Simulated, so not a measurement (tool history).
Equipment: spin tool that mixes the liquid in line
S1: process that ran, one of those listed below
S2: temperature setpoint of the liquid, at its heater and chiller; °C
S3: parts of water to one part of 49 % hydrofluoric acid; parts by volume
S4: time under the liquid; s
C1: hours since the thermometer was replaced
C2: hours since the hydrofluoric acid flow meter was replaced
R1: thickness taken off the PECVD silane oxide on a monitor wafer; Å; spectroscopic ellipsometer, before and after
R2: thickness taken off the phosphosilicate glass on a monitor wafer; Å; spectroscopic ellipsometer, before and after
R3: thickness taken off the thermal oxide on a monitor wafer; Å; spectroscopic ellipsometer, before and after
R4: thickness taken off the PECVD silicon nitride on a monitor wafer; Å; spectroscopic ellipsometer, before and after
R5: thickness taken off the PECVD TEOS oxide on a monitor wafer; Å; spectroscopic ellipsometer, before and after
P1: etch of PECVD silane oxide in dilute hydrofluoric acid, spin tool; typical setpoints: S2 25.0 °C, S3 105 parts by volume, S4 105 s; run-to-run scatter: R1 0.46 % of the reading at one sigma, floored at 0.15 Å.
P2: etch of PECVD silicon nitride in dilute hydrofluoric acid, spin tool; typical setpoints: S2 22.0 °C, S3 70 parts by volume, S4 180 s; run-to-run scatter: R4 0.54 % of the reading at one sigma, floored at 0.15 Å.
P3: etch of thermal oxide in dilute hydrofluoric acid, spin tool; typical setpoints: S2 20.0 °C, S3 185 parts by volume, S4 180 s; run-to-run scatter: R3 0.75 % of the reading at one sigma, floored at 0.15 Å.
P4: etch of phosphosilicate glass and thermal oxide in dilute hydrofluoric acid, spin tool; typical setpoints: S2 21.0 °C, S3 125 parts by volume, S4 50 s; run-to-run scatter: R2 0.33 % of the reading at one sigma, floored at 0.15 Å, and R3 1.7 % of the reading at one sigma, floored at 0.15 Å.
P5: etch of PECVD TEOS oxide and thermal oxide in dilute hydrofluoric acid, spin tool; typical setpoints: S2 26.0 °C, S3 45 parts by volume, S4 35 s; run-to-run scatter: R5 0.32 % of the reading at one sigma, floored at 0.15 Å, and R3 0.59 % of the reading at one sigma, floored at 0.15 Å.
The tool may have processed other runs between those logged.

run	hour	S1	S2	S3	S4	C1	C2	R1	R2	R3	R4	R5
1	15.1	P1	25.0	105	105	783.2	536.1	344.030				
2	24.5	P4	21.0	205	50	792.6	545.5		227.44	8.8072		
3	32.5	P2	22.0	70	15	800.6	553.5				3.1582	
4	42.0	P1	25.0	105	105	810.1	563.0	342.000				
5	52.9	P2	22.0	70	180	821.0	573.9				37.9140	
6	66.7	P3	20.0	185	290	834.8	587.7			55.8420		
7	76.9	P4	21.0	125	95	845.0	597.9		772.26	28.6370		
8	92.0	P1	25.0	20	105	860.1	613.0	2011.600				
9	107.3	P3	20.0	185	180	875.4	628.3			35.1210		
10	115.5	P4	21.0	125	50	883.6	636.5		405.43	15.3850		
11	131.6	P1	25.0	105	105	899.7	652.6	344.910				
12	140.2	P1	25.0	105	105	908.3	661.2	342.200				
13	152.8	P1	31.5	50	105	920.9	673.8	999.930				
14	162.2	P1	25.0	105	165	930.3	683.2	535.110				
15	169.4	P5	26.0	45	35	937.5	690.4			43.8950		77.028
16	182.1	P1	25.0	105	105	950.2	703.1	342.070				
17	194.5	P2	22.0	70	180	962.6	715.5				38.1430	
18	205.9	P2	17.0	70	180	974.0	726.9				27.1870	
19	218.0	P2	22.0	120	180	986.1	739.0				22.6420	
20	228.0	P3	20.0	285	180	996.1	749.0			20.2540		
21	235.8	P1	17.5	105	30	1003.9	756.8	71.775				
22	252.4	P5	26.0	20	35	1020.5	773.4			102.8900		178.440
23	266.7	P5	26.0	45	15	1034.8	787.7			18.7490		33.207
24	279.2	P1	25.0	105	15	1047.3	800.2	49.316				
25	289.2	P1	19.0	105	105	1057.3	810.2	269.820				
26	298.5	P5	26.0	45	35	1066.6	819.5			43.7440		76.369
27	314.2	P1	25.0	155	105	1082.3	835.2	219.190				
28	329.4	P1	29.5	105	45	1097.5	850.4	174.830				
29	343.1	P3	26.0	185	180	1111.2	864.1			43.2930		

Expected results for the next run?
30	353.2	P1	32.5	105	105	1121.3	874.2	?				

{"run 30": {"R1": 455.37}}
